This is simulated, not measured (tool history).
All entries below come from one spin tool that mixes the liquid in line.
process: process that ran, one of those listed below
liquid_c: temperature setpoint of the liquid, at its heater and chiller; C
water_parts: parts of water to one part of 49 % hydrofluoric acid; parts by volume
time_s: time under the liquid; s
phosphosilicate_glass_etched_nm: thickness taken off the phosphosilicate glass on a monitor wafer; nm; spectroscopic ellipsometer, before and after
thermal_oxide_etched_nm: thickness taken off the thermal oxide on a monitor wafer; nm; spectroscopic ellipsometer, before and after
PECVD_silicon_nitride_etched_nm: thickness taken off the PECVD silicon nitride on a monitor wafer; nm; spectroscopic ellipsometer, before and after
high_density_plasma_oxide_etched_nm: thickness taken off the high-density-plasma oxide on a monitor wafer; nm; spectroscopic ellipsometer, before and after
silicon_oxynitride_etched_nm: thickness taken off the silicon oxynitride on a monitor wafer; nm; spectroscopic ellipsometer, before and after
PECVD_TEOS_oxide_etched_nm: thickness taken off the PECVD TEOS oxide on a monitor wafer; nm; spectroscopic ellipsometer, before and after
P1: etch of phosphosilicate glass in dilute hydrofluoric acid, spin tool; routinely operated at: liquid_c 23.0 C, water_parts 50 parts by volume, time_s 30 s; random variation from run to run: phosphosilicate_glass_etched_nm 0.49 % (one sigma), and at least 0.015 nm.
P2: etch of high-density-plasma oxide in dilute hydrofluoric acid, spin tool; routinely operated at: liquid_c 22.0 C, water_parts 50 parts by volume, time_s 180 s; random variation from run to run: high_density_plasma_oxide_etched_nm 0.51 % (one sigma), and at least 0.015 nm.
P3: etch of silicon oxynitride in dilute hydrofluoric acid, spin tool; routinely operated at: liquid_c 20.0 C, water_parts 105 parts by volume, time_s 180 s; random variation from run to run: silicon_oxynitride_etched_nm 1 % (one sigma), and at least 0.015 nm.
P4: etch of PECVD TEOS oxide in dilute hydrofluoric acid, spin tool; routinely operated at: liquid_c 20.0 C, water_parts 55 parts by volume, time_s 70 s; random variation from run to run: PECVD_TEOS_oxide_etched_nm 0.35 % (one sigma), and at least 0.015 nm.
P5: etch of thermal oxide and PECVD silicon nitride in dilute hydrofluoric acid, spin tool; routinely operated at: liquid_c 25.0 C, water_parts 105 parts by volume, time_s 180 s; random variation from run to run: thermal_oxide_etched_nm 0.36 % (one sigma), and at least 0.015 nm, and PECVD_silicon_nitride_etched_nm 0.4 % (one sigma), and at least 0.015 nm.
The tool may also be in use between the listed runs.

run   hour  process  liquid_c  water_parts  time_s  phosphosilicate_glass_etched_nm  thermal_oxide_etched_nm  PECVD_silicon_nitride_etched_nm  high_density_plasma_oxide_etched_nm  silicon_oxynitride_etched_nm  PECVD_TEOS_oxide_etched_nm
  1    8.9       P1      23.0           50      30                          114.020
  2   17.0       P1      23.0           50      30                          115.080
  3   24.1       P5      33.0          105     180                                                   10.7930                          13.6710
  4   31.8       P1      23.0           50      30                          115.690
  5   44.9       P2      22.0           50     180                                                                                                                         25.0630
  6   56.5       P3      25.0          105     180                                                                                                                                                       3.20760
  7   67.9       P5      25.0          105     180                                                    7.9609                           8.2033
  8   81.6       P3      20.0          105      45                                                                                                                                                       0.65318
  9   90.2       P4      20.0           55      40                                                                                                                                                                                    13.986
 10  100.3       P1      17.5           50      50                          151.080
 11  107.6       P2      22.0           50      15                                                                                                                          2.0559
 12  118.4       P4      20.0           55      70                                                                                                                                                                                    24.378
 13  129.4       P2      22.0           20     180                                                                                                                         65.0260
 14  141.6       P3      20.0          105     180                                                                                                                                                       2.50430
 15  155.5       P3      20.0           65     180                                                                                                                                                       4.25390
 16  164.2       P4      20.0           55      70                                                                                                                                                                                    24.509
 17  173.5       P1      23.0           75      30                           74.454
 18  180.8       P1      23.0           50      60                          229.840
 19  196.7       P4      20.0           85      70                                                                                                                                                                                    15.383
 20  206.9       P1      23.0           50      30                          114.810
 21  221.9       P1      27.5           50      30                          137.970
 22  233.9       P1      19.0           50      30                           97.283
 23  242.9       P5      25.0          145     180                                                    5.4709                           5.9163
 24  255.5       P1      23.0           50      15                           57.231
 25  268.5       P1      23.0           20      30                          298.530
 26  284.4       P2      29.0           50     180                                                                                                                         33.3310
 27  291.7       P1      23.0           50      30                          115.040
 28  300.6       P3      20.0          105     180                                                                                                                                                       2.56260
 29  308.1       P4      25.0           55      70                                                                                                                                                                                    30.165
 30  322.5       P5      25.0          105      30                                                    1.3290                           1.3886
 31  335.0       P1      28.0           85      30                           78.691
 32  349.0       P1      23.0           50      30                          114.600
 33  362.2       P1      23.0           50      30                          119.750
 34  370.9       P1      23.0           50      30                          123.130
 35  383.5       P1      23.0           50      30                          124.210
 36  397.4       P1      23.0           50      30                          125.370
 37  409.1       P1      23.0           50      30                          124.620
 38  420.6       P1      23.0           50      30                          126.490
 39  430.4       P1      23.0           50      30                          127.310

P1 has crept away from where it was. The log is fitted equally well by each of these 2 causes, at the sizes shown:
A: hydrofluoric acid flow above the setpoint (%) = 9.13
B: liquid hotter than its thermometer reads (K) = 2.26
Creep in the process output first set in at about hour 349.0.

Below are 4 check runs, each on a single wafer, with their results shown as question marks. Which of them would tell the listed causes apart, meaning the causes would give clearly different results under it?
check 1  440.2       P2      22.0           50     180                                                                                                                               ?
check 2  440.2       P3      20.0          105     180                                                                                                                                                             ?
check 3  440.2       P4      20.0           55      70                                                                                                                                                                                         ?
check 4  440.2       P5      25.0          105     180                                                         ?                                ?

Check results expected under each cause:
  check                               result     if A     if B
check 1  high_density_plasma_oxide_etched_nm  27.3960  27.4250
check 2         silicon_oxynitride_etched_nm  2.76580  2.80900
check 3           PECVD_TEOS_oxide_etched_nm   26.892   26.945
check 4              thermal_oxide_etched_nm   8.7804   8.6853
check 4      PECVD_silicon_nitride_etched_nm   8.9076   9.4543
How far apart the two closest causes lie, in the result that separates them most: check 1 0.11 %; check 2 1.55 %; check 3 0.19 %; check 4 5.96 %
Check 4 is the one run that separates the causes; every other check would come out nearly the same whichever cause is at work.

Check 4 has now been run. It gave: thermal_oxide_etched_nm 8.8289 nm; PECVD_silicon_nitride_etched_nm 8.8926 nm. Which of the candidate causes is it?

It was cause A: hydrofluoric acid flow above the setpoint (%).

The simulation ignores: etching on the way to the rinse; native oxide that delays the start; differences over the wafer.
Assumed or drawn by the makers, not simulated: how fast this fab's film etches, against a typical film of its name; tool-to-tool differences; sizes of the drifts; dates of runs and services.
